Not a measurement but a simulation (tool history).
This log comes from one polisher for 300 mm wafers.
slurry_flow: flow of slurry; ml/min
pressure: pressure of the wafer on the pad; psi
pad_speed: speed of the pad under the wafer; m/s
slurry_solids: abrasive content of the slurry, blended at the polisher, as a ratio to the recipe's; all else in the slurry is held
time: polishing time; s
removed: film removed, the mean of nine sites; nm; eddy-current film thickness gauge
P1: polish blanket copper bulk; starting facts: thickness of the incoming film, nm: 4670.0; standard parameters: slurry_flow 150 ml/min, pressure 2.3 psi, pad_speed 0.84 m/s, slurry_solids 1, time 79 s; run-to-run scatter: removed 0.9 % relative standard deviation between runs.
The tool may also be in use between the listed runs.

run,hour,slurry_flow,pressure,pad_speed,slurry_solids,time,wafers polished on this pad,hours since the slurry nozzle was cleaned,hours since the head pressure was calibrated,hours since the slurry blender was calibrated,removed
1,9.3,150,2.3,0.84,1,79,289,142.1,216.6,153.1,591.57
2,19.9,150,2.3,0.84,1,79,433,152.7,227.2,163.7,589.13
# hour 24.1: worn pad replaced by a new one
3,24.8,150,2.3,0.84,1,122,10,157.6,232.1,168.6,919.85
4,33.5,150,2.3,0.84,0.6,79,128,166.3,240.8,177.3,523.69
5,41.6,150,2.3,0.84,1.35,79,238,174.4,248.9,185.4,628.84
6,52.4,150,2.3,1.2,1,122,384,185.2,259.7,196.2,1309.7
7,61.7,150,1.5,1.3,1,79,511,194.5,269,205.5,600.44
8,70.1,215,2.3,0.84,1,79,625,202.9,277.4,213.9,616.91
9,75.9,150,2.3,0.56,1,79,703,208.7,283.2,219.7,397.99
10,84.7,150,2.3,0.84,1,79,823,217.5,292,228.5,588.49
11,92.4,150,1.3,0.84,1,79,927,225.2,299.7,236.2,334.71
12,101,150,2.3,0.84,1,79,1044,233.8,308.3,244.8,596.86
13,110.8,150,3.5,0.84,0.6,79,1177,243.6,318.1,254.6,807.85
14,120.2,90,2.3,0.84,1,79,1305,253,327.5,264,529.22
15,130.2,150,2.3,0.84,1,79,1441,263,337.5,274,588.13
16,136.1,150,3.1,0.84,1,79,1521,268.9,343.4,279.9,799.22
17,143.8,150,2.3,1.34,1,79,1625,276.6,351.1,287.6,935.87
18,153.9,150,2.3,0.84,1,43,1762,286.7,361.2,297.7,322.07
19,163.8,150,2.3,0.84,1,79,1897,296.6,371.1,307.6,588.65
20,170.8,150,2.3,0.84,1,79,1992,303.6,378.1,314.6,566.81
21,176.9,150,2.3,0.84,1,79,2074,309.7,384.2,320.7,555.98
# hour 183.2: slurry blender recalibrated
22,186.2,150,2.3,0.84,1,79,2201,319,393.5,3.1,545.67
23,191.3,150,2.3,0.84,1,79,2270,324.1,398.6,8.2,533.29
# hour 192.2: worn pad replaced by a new one
24,199,150,2.3,0.84,1,79,92,331.8,406.3,15.9,546.59

Predict the results of run 25:
25,204.9,150,2.3,0.84,1,79,172,337.7,412.2,21.8,?

Run 25 came out at removed 536.16 nm.
